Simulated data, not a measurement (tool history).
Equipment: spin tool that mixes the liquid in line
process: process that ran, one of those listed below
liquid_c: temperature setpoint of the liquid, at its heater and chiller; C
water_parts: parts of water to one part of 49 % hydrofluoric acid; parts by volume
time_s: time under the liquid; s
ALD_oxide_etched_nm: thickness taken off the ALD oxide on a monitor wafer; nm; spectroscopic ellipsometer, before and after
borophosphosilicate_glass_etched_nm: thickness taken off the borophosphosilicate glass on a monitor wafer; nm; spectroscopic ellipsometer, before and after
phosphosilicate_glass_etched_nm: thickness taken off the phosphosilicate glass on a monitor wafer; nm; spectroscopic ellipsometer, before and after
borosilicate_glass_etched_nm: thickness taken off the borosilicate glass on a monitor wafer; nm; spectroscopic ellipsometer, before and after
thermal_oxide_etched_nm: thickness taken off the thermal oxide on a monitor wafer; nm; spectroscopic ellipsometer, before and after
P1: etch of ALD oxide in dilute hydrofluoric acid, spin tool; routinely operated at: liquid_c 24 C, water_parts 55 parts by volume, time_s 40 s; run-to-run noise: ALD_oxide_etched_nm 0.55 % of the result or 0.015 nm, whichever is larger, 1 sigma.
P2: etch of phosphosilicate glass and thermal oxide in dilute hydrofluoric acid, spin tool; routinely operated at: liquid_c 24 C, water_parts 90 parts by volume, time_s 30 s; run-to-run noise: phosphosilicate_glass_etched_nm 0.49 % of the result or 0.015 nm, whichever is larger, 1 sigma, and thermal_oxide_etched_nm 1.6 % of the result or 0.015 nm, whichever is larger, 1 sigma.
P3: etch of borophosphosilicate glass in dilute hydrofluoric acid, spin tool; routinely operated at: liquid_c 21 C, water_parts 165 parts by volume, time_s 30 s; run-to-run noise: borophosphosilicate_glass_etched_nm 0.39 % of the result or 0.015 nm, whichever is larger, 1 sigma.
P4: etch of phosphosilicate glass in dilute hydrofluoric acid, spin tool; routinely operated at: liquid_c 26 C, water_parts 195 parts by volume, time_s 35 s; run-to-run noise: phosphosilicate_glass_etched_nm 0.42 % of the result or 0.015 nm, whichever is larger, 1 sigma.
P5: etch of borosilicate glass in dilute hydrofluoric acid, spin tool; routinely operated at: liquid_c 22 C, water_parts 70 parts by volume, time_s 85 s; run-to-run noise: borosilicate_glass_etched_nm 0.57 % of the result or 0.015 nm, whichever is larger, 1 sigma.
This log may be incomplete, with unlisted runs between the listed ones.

| run | hour | process | liquid_c | water_parts | time_s | hours since the thermometer was replaced | hours since the hydrofluoric acid flow meter was replaced | ALD_oxide_etched_nm | borophosphosilicate_glass_etched_nm | phosphosilicate_glass_etched_nm | borosilicate_glass_etched_nm | thermal_oxide_etched_nm |
|---|---|---|---|---|---|---|---|---|---|---|---|---|
| 1 | 5.3 | P1 | 24 | 55 | 40 | 611.7 | 256.8 | 24.793 |  |  |  |  |
| 2 | 14 | P3 | 21 | 70 | 30 | 620.4 | 265.5 |  | 18.078 |  |  |  |
| 3 | 22.5 | P1 | 24 | 75 | 65 | 628.9 | 274 | 28.705 |  |  |  |  |
| 4 | 27.1 | P4 | 26 | 195 | 35 | 633.5 | 278.6 |  |  | 17.722 |  |  |
| 5 | 34 | P1 | 24 | 55 | 40 | 640.4 | 285.5 | 25.007 |  |  |  |  |
| 6 | 40.7 | P5 | 22 | 70 | 85 | 647.1 | 292.2 |  |  |  | 32.084 |  |
| 7 | 47 | P3 | 21 | 165 | 15 | 653.4 | 298.5 |  | 3.4425 |  |  |  |
| 8 | 51.7 | P1 | 24 | 90 | 40 | 658.1 | 303.2 | 14.57 |  |  |  |  |
| 9 | 57.5 | P5 | 22 | 120 | 85 | 663.9 | 309 |  |  |  | 17.694 |  |
| 10 | 63.5 | P3 | 21 | 165 | 30 | 669.9 | 315 |  | 6.8617 |  |  |  |
| 11 | 67.8 | P4 | 26 | 195 | 50 | 674.2 | 319.3 |  |  | 25.16 |  |  |
| 12 | 73.8 | P1 | 24 | 55 | 80 | 680.2 | 325.3 | 49.727 |  |  |  |  |
| 13 | 80.2 | P2 | 24 | 90 | 30 | 686.6 | 331.7 |  |  | 41.821 |  | 1.6305 |
| 14 | 87.1 | P2 | 18 | 90 | 30 | 693.5 | 338.6 |  |  | 32.545 |  | 1.2616 |
| 15 | 91.9 | P4 | 26 | 195 | 35 | 698.3 | 343.4 |  |  | 17.638 |  |  |
| 16 | 99.1 | P1 | 24 | 20 | 40 | 705.5 | 350.6 | 71.614 |  |  |  |  |
| 17 | 103.6 | P1 | 24 | 55 | 40 | 710 | 355.1 | 24.712 |  |  |  |  |
| 18 | 111.8 | P1 | 18.5 | 95 | 40 | 718.2 | 363.3 | 10.957 |  |  |  |  |
| 19 | 120.1 | P1 | 24 | 55 | 40 | 726.5 | 371.6 | 24.981 |  |  |  |  |
| 20 | 127.2 | P1 | 30.5 | 55 | 40 | 733.6 | 378.7 | 32.354 |  |  |  |  |
| 21 | 135.7 | P5 | 17 | 70 | 85 | 742.1 | 387.2 |  |  |  | 26.023 |  |
| 22 | 141.9 | P3 | 17 | 165 | 30 | 748.3 | 393.4 |  | 5.8779 |  |  |  |
| 23 | 146 | P2 | 24 | 35 | 30 | 752.4 | 397.5 |  |  | 116.6 |  | 4.4924 |

The next listed run, before its measurement:
| 24 | 151.4 | P1 | 24 | 55 | 15 | 757.8 | 402.9 | ? |  |  |  |  |

{"run 24": {"ALD_oxide_etched_nm": 9.3683}}

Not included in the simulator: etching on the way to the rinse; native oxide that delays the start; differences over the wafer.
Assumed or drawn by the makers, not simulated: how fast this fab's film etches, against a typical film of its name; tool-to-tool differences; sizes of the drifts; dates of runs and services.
